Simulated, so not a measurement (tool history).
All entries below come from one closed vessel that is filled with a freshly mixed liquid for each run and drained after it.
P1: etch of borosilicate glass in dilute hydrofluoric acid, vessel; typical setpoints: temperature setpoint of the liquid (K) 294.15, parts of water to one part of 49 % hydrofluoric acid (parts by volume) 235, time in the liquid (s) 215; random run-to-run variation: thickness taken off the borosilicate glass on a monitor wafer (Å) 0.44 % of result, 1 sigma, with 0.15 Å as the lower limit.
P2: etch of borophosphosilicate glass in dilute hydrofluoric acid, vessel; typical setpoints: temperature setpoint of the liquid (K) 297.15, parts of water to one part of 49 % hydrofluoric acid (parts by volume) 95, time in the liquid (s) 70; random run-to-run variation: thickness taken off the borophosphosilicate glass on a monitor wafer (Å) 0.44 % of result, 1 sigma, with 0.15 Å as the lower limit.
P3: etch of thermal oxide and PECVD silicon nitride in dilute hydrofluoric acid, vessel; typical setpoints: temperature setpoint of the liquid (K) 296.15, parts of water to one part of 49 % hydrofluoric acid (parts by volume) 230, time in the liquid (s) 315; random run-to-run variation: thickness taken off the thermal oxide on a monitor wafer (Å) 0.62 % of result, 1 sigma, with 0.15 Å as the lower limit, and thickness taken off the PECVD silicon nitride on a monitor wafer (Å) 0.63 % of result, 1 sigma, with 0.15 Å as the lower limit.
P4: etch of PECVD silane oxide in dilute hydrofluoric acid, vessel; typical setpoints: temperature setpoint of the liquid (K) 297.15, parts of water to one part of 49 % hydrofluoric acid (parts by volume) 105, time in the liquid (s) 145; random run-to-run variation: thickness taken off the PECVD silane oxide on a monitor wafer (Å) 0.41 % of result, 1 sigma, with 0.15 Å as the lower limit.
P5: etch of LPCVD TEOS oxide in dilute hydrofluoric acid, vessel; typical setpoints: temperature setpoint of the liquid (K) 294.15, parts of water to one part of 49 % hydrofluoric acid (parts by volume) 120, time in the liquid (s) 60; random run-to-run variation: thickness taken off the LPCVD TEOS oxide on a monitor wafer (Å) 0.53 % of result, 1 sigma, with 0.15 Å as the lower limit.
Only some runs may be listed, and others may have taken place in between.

run,day,process that ran,temperature setpoint of the liquid (K),parts of water to one part of 49 % hydrofluoric acid (parts by volume),time in the liquid (s),thickness taken off the borosilicate glass on a monitor wafer (Å),thickness taken off the borophosphosilicate glass on a monitor wafer (Å),thickness taken off the thermal oxide on a monitor wafer (Å),thickness taken off the PECVD silicon nitride on a monitor wafer (Å),thickness taken off the PECVD silane oxide on a monitor wafer (Å),thickness taken off the LPCVD TEOS oxide on a monitor wafer (Å)
1,0.217,P1,294.15,235,215,340.74,,,,,
2,0.521,P1,294.15,235,215,340.86,,,,,
3,0.838,P2,297.15,95,70,,276.08,,,,
4,1.267,P1,294.15,340,215,214.3,,,,,
5,1.717,P3,296.15,230,95,,,16.925,13.347,,
6,1.971,P3,302.15,230,315,,,68.759,63.57,,
7,2.367,P1,294.15,235,215,341.81,,,,,
8,2.662,P1,294.15,145,215,608.31,,,,,
9,2.875,P1,294.15,235,215,341.71,,,,,
10,3.104,P2,304.65,95,70,,367.77,,,,
11,3.512,P4,297.15,105,265,,,,,884.8,
12,3.962,P5,294.15,120,30,,,,,,115.01
13,4.233,P1,294.15,235,215,341.94,,,,,
14,4.533,P2,297.15,95,115,,450.1,,,,
15,5.008,P1,294.15,235,215,342.06,,,,,
16,5.404,P4,297.15,105,145,,,,,481.93,
17,5.629,P5,301.15,120,60,,,,,,303.98
18,5.988,P3,296.15,230,315,,,55.252,44.336,,
19,6.379,P2,297.15,155,70,,158.32,,,,
20,6.85,P1,294.15,235,215,339.75,,,,,
21,7.117,P1,290.15,235,215,293.6,,,,,
22,7.588,P3,296.15,50,315,,,315.29,197.73,,
23,7.812,P4,305.65,105,145,,,,,663.29,
24,8.279,P4,297.15,150,145,,,,,318.47,
25,8.688,P5,294.15,70,60,,,,,,415.92
26,8.946,P4,297.15,105,145,,,,,481.79,
27,9.262,P5,294.15,120,60,,,,,,230.31
28,9.483,P1,294.15,235,105,165.29,,,,,
29,9.912,P1,298.65,235,215,400.73,,,,,
30,10.35,P1,290.65,235,345,480.69,,,,,
31,10.683,P1,294.15,235,385,611.03,,,,,
32,10.95,P2,297.15,95,70,,275.46,,,,
33,11.246,P1,294.15,235,215,341.31,,,,,
34,11.633,P1,294.15,235,215,351.55,,,,,
35,11.892,P1,294.15,235,215,356.69,,,,,
36,12.346,P1,294.15,235,215,362.55,,,,,
37,12.738,P1,294.15,235,215,363.53,,,,,
38,12.975,P1,294.15,235,215,364.56,,,,,
39,13.304,P1,294.15,235,215,368.1,,,,,
40,13.733,P1,294.15,235,215,367.57,,,,,
41,13.988,P1,294.15,235,215,367.44,,,,,
42,14.325,P1,294.15,235,215,368.75,,,,,
43,14.725,P1,294.15,235,215,366.01,,,,,

P1 no longer gives what it gave before; its output has crept away from where it was. The following 2 causes, each at its listed size, fit the log equally well:
A: liquid hotter than its thermometer reads (K) = 2.14
B: hydrofluoric acid flow above the setpoint (%) = 6.66
Creep in the process output first set in at about day 11.246.

Consider the 4 single-wafer check runs listed below, results given as question marks: which one distinguishes between the causes by giving clearly different results for each?
check 1,15.125,P3,296.15,85,160,,,?,?,,
check 2,15.125,P5,300.65,120,60,,,,,,?
check 3,15.125,P2,303.15,95,70,,?,,,,
check 4,15.125,P4,300.65,105,205,,,,,?,

If the cause were each of the candidates in turn, the checks would give the following:
check,result,if A,if B
check 1,thickness taken off the thermal oxide on a monitor wafer (Å),97.247,95.835
check 1,thickness taken off the PECVD silicon nitride on a monitor wafer (Å),68.467,63.299
check 2,thickness taken off the LPCVD TEOS oxide on a monitor wafer (Å),321.69,319.83
check 3,thickness taken off the borophosphosilicate glass on a monitor wafer (Å),377.93,375.35
check 4,thickness taken off the PECVD silane oxide on a monitor wafer (Å),846.36,839.84
Distance between the nearest two causes, measured in the result of the check that separates them most: check 1 7.85 %; check 2 0.58 %; check 3 0.69 %; check 4 0.77 %
The other checks would show nearly matching results whichever cause is true, so check 1 is the only one that separates the causes.

Check 1 was carried out, with these results: thickness taken off the thermal oxide on a monitor wafer (Å) 95.207; thickness taken off the PECVD silicon nitride on a monitor wafer (Å) 63.386. Which of the listed causes is responsible?

The cause is B: hydrofluoric acid flow above the setpoint (%).
